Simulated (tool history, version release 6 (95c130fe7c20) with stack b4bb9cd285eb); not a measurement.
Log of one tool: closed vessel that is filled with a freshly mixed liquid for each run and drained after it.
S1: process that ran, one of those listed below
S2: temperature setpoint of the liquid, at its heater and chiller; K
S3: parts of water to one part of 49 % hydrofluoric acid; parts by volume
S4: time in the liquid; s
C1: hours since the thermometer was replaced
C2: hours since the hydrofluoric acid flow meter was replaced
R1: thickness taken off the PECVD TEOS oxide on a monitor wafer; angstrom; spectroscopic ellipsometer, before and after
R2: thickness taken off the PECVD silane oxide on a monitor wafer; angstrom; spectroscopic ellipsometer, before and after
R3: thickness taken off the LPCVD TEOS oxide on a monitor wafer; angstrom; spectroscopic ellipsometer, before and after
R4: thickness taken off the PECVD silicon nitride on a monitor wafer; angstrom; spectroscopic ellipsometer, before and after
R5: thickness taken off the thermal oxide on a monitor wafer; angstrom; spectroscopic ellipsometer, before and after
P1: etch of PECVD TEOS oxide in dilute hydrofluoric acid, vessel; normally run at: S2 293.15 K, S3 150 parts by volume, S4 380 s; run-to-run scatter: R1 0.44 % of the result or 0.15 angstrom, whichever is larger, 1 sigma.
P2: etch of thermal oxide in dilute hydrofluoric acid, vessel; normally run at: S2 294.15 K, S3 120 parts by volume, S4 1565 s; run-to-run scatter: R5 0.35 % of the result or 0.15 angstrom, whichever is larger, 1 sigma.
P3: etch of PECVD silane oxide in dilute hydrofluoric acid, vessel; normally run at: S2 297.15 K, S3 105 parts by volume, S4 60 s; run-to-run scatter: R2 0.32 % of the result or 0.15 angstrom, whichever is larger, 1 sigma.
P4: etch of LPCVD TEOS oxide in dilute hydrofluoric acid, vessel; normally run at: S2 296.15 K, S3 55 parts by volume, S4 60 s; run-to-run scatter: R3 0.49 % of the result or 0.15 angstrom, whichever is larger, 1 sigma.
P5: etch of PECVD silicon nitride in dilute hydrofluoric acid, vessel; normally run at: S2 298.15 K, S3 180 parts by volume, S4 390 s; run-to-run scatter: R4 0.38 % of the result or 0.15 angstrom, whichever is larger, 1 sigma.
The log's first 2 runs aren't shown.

run,hour,S1,S2,S3,S4,C1,C2,R1,R2,R3,R4,R5
3,30.4,P4,296.15,100,60,268.4,513.4,,,173.35,,
4,39.8,P1,290.15,150,380,277.8,522.8,241.72,,,,
5,45.9,P1,293.15,150,380,283.9,528.9,274.25,,,,
6,52.5,P5,302.65,180,390,290.5,535.5,,,,141.66,
7,59.9,P5,298.15,180,390,297.9,542.9,,,,106.67,
8,70.8,P4,301.15,55,60,308.8,553.8,,,410.02,,
9,79.1,P4,296.15,55,120,317.1,562.1,,,664.53,,
10,85.4,P1,293.15,150,380,323.4,568.4,274.33,,,,
11,97.6,P5,298.15,330,390,335.6,580.6,,,,58.652,
12,107,P5,298.15,180,390,345,590,,,,106.81,
13,116.1,P1,293.15,150,615,354.1,599.1,441.87,,,,
14,128.5,P2,294.15,65,1565,366.5,611.5,,,,,1064.9
15,136.6,P3,297.15,105,30,374.6,619.6,,53.851,,,
16,143.1,P1,293.15,150,380,381.1,626.1,273.4,,,,
17,155.5,P2,294.15,120,1565,393.5,638.5,,,,,542.35
18,162.4,P1,296.65,150,135,400.4,645.4,111.82,,,,
19,169,P5,298.15,180,50,407,652,,,,13.485,
20,176,P2,294.15,120,1565,414,659,,,,,539.11
21,184.5,P4,296.15,55,60,422.5,667.5,,,332.17,,
22,190.7,P1,293.15,45,585,428.7,673.7,1588.8,,,,
23,199.2,P1,293.15,150,65,437.2,682.2,46.451,,,,

The next listed run, before its measurement:
# hour 199.4: hydrofluoric acid flow meter replaced
24,206.1,P1,293.15,215,380,444.1,6.8,?,,,,

Run 24 gave R1 178.51 angstrom.
